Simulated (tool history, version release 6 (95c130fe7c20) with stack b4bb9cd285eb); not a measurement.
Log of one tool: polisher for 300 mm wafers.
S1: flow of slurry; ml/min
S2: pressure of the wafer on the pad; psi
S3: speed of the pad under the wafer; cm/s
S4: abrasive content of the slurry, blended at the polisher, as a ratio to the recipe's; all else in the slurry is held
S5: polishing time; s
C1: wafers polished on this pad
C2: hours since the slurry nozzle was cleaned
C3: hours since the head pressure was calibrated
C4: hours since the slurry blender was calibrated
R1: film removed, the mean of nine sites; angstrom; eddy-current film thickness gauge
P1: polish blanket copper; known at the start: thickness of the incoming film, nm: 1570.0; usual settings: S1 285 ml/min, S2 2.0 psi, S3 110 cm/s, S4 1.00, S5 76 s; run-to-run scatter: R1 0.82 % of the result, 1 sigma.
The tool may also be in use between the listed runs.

Run 1, day 0.575: S1 285 ml/min, S2 2.0 psi, S3 110 cm/s, S4 1.00, S5 76 s; C1 622; C2 423.8; C3 100.5; C4 182.2. Result: R1 1913.20 angstrom.
Run 2, day 0.879: S1 285 ml/min, S2 2.0 psi, S3 110 cm/s, S4 0.65, S5 76 s; C1 677; C2 431.1; C3 107.8; C4 189.5. Result: R1 1738.30 angstrom.
Run 3, day 1.188: S1 435 ml/min, S2 2.0 psi, S3 110 cm/s, S4 1.00, S5 95 s; C1 733; C2 438.5; C3 115.2; C4 196.9. Result: R1 2457.10 angstrom.
Run 4, day 1.762: S1 285 ml/min, S2 2.0 psi, S3 110 cm/s, S4 1.00, S5 76 s; C1 837; C2 452.3; C3 129.0; C4 210.7. Result: R1 1934.60 angstrom.
Run 5, day 2.125: S1 285 ml/min, S2 2.0 psi, S3 110 cm/s, S4 1.00, S5 38 s; C1 903; C2 461.0; C3 137.7; C4 219.4. Result: R1 970.65 angstrom.
Run 6, day 2.538: S1 285 ml/min, S2 2.7 psi, S3 110 cm/s, S4 1.00, S5 76 s; C1 978; C2 470.9; C3 147.6; C4 229.3. Result: R1 2550.70 angstrom.
At day 2.817: slurry blender recalibrated.
Run 7, day 2.854: S1 285 ml/min, S2 0.9 psi, S3 110 cm/s, S4 1.00, S5 76 s; C1 1035; C2 478.5; C3 155.2; C4 1.0. Result: R1 862.34 angstrom.
Run 8, day 3.471: S1 285 ml/min, S2 2.0 psi, S3 148 cm/s, S4 1.00, S5 76 s; C1 1147; C2 493.3; C3 170.0; C4 15.8. Result: R1 2566.20 angstrom.
Run 9, day 3.812: S1 285 ml/min, S2 2.0 psi, S3 110 cm/s, S4 1.00, S5 99 s; C1 1209; C2 501.5; C3 178.2; C4 24.0. Result: R1 2458.00 angstrom.
Run 10, day 4.396: S1 385 ml/min, S2 2.0 psi, S3 110 cm/s, S4 1.00, S5 76 s; C1 1315; C2 515.5; C3 192.2; C4 38.0. Result: R1 1971.10 angstrom.
Run 11, day 4.988: S1 285 ml/min, S2 2.0 psi, S3 110 cm/s, S4 1.00, S5 76 s; C1 1423; C2 529.7; C3 206.4; C4 52.2. Result: R1 1920.00 angstrom.
Run 12, day 5.604: S1 285 ml/min, S2 3.0 psi, S3 110 cm/s, S4 1.30, S5 76 s; C1 1534; C2 544.5; C3 221.2; C4 67.0. Result: R1 3004.40 angstrom.
Run 13, day 6.075: S1 285 ml/min, S2 2.0 psi, S3 110 cm/s, S4 1.00, S5 76 s; C1 1620; C2 555.8; C3 232.5; C4 78.3. Result: R1 1915.50 angstrom.
Run 14, day 6.683: S1 285 ml/min, S2 2.0 psi, S3 110 cm/s, S4 0.65, S5 101 s; C1 1730; C2 570.4; C3 247.1; C4 92.9. Result: R1 2307.00 angstrom.
Run 15, day 7.025: S1 285 ml/min, S2 2.0 psi, S3 110 cm/s, S4 1.00, S5 76 s; C1 1792; C2 578.6; C3 255.3; C4 101.1. Result: R1 1908.80 angstrom.
Run 16, day 7.692: S1 170 ml/min, S2 2.0 psi, S3 110 cm/s, S4 1.00, S5 76 s; C1 1913; C2 594.6; C3 271.3; C4 117.1. Result: R1 1808.70 angstrom.
Run 17, day 8.246: S1 285 ml/min, S2 2.0 psi, S3 110 cm/s, S4 1.00, S5 76 s; C1 2014; C2 607.9; C3 284.6; C4 130.4. Result: R1 1944.70 angstrom.
Run 18, day 8.621: S1 285 ml/min, S2 2.0 psi, S3 110 cm/s, S4 1.30, S5 76 s; C1 2082; C2 616.9; C3 293.6; C4 139.4. Result: R1 2052.30 angstrom.
Run 19, day 9.121: S1 285 ml/min, S2 2.0 psi, S3 50 cm/s, S4 1.00, S5 76 s; C1 2173; C2 628.9; C3 305.6; C4 151.4. Result: R1 877.30 angstrom.
Run 20, day 9.538: S1 285 ml/min, S2 2.0 psi, S3 110 cm/s, S4 1.00, S5 76 s; C1 2248; C2 638.9; C3 315.6; C4 161.4. Result: R1 1937.90 angstrom.
Run 21, day 10.058: S1 285 ml/min, S2 2.0 psi, S3 110 cm/s, S4 1.00, S5 76 s; C1 2343; C2 651.4; C3 328.1; C4 173.9. Result: R1 1874.80 angstrom.
Run 22, day 10.542: S1 285 ml/min, S2 2.0 psi, S3 110 cm/s, S4 1.00, S5 76 s; C1 2431; C2 663.0; C3 339.7; C4 185.5. Result: R1 1848.30 angstrom.
Run 23, day 10.992: S1 285 ml/min, S2 2.0 psi, S3 110 cm/s, S4 1.00, S5 76 s; C1 2512; C2 673.8; C3 350.5; C4 196.3. Result: R1 1821.90 angstrom.
At day 11.204: slurry blender recalibrated.
At day 11.425: worn pad replaced by a new one.
Run 24, day 11.504: S1 285 ml/min, S2 2.0 psi, S3 110 cm/s, S4 1.00, S5 76 s; C1 14; C2 686.1; C3 362.8; C4 7.3. Result: R1 1832.60 angstrom.
Run 25, day 12.075: S1 285 ml/min, S2 2.0 psi, S3 110 cm/s, S4 1.00, S5 76 s; C1 118; C2 699.8; C3 376.5; C4 21.0. Result: R1 1808.10 angstrom.
Run 26, day 12.742: S1 285 ml/min, S2 2.0 psi, S3 110 cm/s, S4 1.00, S5 76 s; C1 239; C2 715.8; C3 392.5; C4 37.0. Result: R1 1835.00 angstrom.
Run 27, day 13.267: S1 285 ml/min, S2 2.0 psi, S3 110 cm/s, S4 1.00, S5 76 s; C1 334; C2 728.4; C3 405.1; C4 49.6. Result: R1 1812.50 angstrom.

What P1 gives has crept away from where it was. These 2 causes fit the log equally well, each at the size given:
A: head's pressure below its setpoint, % = 5.27
B: slurry flow missing at the pad, % = 36.7
The creep began at about day 9.538.
Why every other cause is out:
removal rate lost through wear of the pad, %: serviced at day 11.425, which brought nothing back
abrasive missing from the slurry, %: serviced at day 11.204, which brought nothing back

4 check runs are offered, each on 3 wafers whose results are averaged, their results left as question marks. Which one tells the causes apart?
Run check 1, day 13.792: S1 285 ml/min, S2 2.0 psi, S3 70 cm/s, S4 1.00, S5 76 s. Result: R1 ?.
Run check 2, day 13.792: S1 170 ml/min, S2 2.0 psi, S3 110 cm/s, S4 1.00, S5 76 s. Result: R1 ?.
Run check 3, day 13.792: S1 285 ml/min, S2 2.0 psi, S3 50 cm/s, S4 1.00, S5 76 s. Result: R1 ?.
Run check 4, day 13.792: S1 285 ml/min, S2 1.5 psi, S3 110 cm/s, S4 1.00, S5 76 s. Result: R1 ?.

What each check would give under each cause:
  check  result     if A     if B
check 1      R1  1155.50  1155.40
check 2      R1  1704.70  1648.50
check 3      R1   825.36   825.31
check 4      R1  1361.80  1361.80
How far apart the two closest causes lie, in the result that separates them most: check 1 0.01 %; check 2 3.35 %; check 3 0.01 %; check 4 0.01 %
Only check 2 tells the causes apart: in the others they would give nearly the same result.

Check 2 was then run and gave: R1 1706.40 angstrom. Which cause is it?

It is A: head's pressure below its setpoint, %.
